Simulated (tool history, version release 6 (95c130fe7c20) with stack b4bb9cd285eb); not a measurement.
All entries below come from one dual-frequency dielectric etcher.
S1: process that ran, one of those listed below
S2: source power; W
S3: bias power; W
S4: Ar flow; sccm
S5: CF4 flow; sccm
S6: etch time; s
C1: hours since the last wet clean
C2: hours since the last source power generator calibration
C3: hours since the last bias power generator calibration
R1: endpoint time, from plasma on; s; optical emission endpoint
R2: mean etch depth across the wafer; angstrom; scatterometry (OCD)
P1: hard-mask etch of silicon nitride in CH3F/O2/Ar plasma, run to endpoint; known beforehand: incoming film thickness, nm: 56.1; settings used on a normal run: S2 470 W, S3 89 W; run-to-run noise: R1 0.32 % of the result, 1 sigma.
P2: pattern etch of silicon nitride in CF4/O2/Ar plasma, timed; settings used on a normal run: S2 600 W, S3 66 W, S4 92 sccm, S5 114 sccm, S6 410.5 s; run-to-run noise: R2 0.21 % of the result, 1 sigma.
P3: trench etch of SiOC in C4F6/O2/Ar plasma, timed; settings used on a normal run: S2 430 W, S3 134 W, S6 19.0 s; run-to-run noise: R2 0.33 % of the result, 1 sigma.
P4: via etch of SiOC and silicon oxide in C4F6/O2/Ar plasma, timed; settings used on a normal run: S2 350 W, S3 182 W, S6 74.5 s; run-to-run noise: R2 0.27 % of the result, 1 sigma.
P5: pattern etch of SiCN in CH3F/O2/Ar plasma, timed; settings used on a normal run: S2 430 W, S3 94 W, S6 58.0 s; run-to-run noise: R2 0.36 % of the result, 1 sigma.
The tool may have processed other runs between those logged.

run,day,S1,S2,S3,S4,S5,S6,C1,C2,C3,R1,R2
1,0.379,P1,470,89,,,,479.9,2531.7,1103.6,69.754,
2,0.929,P2,600,66,92,114,410.5,493.1,2544.9,1116.8,,10327.00
3,1.462,P1,470,89,,,,505.9,2557.7,1129.6,69.492,
4,2.017,P5,250,94,,,58.0,519.2,2571.0,1142.9,,198.02
5,2.483,P1,560,89,,,,530.4,2582.2,1154.1,65.013,
6,2.858,P3,590,134,,,19.0,539.4,2591.2,1163.1,,418.20
7,3.400,P1,290,113,,,,552.4,2604.2,1176.1,76.652,
8,3.742,P2,600,39,92,114,410.5,560.6,2612.4,1184.3,,8523.20
9,4.388,P3,430,173,,,19.0,576.1,2627.9,1199.8,,401.18
10,4.950,P4,350,182,,,74.5,589.6,2641.4,1213.3,,823.95
11,5.575,P1,470,124,,,,604.6,2656.4,1228.3,61.881,
12,5.900,P1,280,89,,,,612.4,2664.2,1236.1,84.453,
13,6.492,P3,430,134,,,27.5,626.6,2678.4,1250.3,,535.75
# day 6.808: bias power generator calibrated
14,6.958,P3,430,134,,,19.0,637.8,2689.6,3.6,,368.89
15,7.333,P5,430,94,,,58.0,646.8,2698.6,12.6,,241.41
16,7.812,P1,470,89,,,,658.3,2710.1,24.1,69.746,
17,8.317,P4,350,110,,,74.5,670.4,2722.2,36.2,,710.16
18,8.746,P2,600,66,92,114,592.5,680.7,2732.5,46.5,,14952.00
19,9.217,P5,430,94,,,58.0,692.0,2743.8,57.8,,241.09
20,9.775,P2,600,66,92,91,410.5,705.4,2757.2,71.2,,10099.00
21,10.312,P1,360,63,,,,718.3,2770.1,84.1,86.909,
22,10.700,P4,350,182,,,74.5,727.6,2779.4,93.4,,829.07
23,11.042,P4,450,182,,,74.5,735.8,2787.6,101.6,,913.15
24,11.512,P2,450,66,92,114,410.5,747.1,2798.9,112.9,,8047.30
25,11.946,P1,470,89,,,,757.5,2809.3,123.3,69.831,
26,12.362,P4,350,182,,,58.0,767.5,2819.3,133.3,,643.85
27,12.967,P2,600,66,70,114,410.5,782.0,2833.8,147.8,,10625.00
28,13.600,P5,430,94,,,32.5,797.2,2849.0,163.0,,135.31
29,13.938,P1,470,89,,,,805.3,2857.1,171.1,69.773,
30,14.262,P1,470,73,,,,813.1,2864.9,178.9,74.689,
31,14.742,P5,430,119,,,58.0,824.6,2876.4,190.4,,261.45
32,15.354,P1,470,89,,,,839.3,2891.1,205.1,69.938,
33,15.950,P1,470,89,,,,853.6,2905.4,219.4,68.913,
34,16.608,P1,470,89,,,,869.4,2921.2,235.2,69.077,
35,16.917,P1,470,89,,,,876.8,2928.6,242.6,68.578,
# day 17.129: wet clean of the chamber
36,17.542,P1,470,89,,,,10.0,2943.6,257.6,68.637,
37,17.833,P1,470,89,,,,17.0,2950.6,264.6,68.809,
38,18.421,P1,470,89,,,,31.1,2964.7,278.7,68.399,

What P1 gives has crept away from where it was. These 2 causes fit the log equally well, each at the size given:
A: bias power that arrives over what is set, % = 4.66
B: source power that arrives over what is set, % = 4.41
Creep in the process output first set in at about day 15.354.
Excluded causes, each with its reason:
chamber walls in a state that raises the etch rate, %: maintenance at day 17.129, after the shift began, did not return the process to its former output

Below are 4 check runs, each on a single wafer, with their results shown as question marks. Which of them would tell the listed causes apart, meaning the causes would give clearly different results under it?
check 1,19.008,P4,430,121,,,74.5,,,,,?
check 2,19.008,P3,430,171,,,26.0,,,,,?
check 3,19.008,P2,600,45,92,114,573.0,,,,,?
check 4,19.008,P5,360,94,,,41.5,,,,,?

Expected result of each check under each candidate cause:
check,result,if A,if B
check 1,R2,798.05,801.08
check 2,R2,551.71,553.16
check 3,R2,12753.00,13035.00
check 4,R2,163.72,163.52
Distance between the nearest two causes, measured in the result of the check that separates them most: check 1 0.38 %; check 2 0.26 %; check 3 2.19 %; check 4 0.12 %
Check 3 distinguishes between the causes, while the remaining checks would return nearly the same result for all of them.

Then check 3 was run and gave: R2 12729.00 angstrom. Which cause is it?

It is A: bias power that arrives over what is set, %.

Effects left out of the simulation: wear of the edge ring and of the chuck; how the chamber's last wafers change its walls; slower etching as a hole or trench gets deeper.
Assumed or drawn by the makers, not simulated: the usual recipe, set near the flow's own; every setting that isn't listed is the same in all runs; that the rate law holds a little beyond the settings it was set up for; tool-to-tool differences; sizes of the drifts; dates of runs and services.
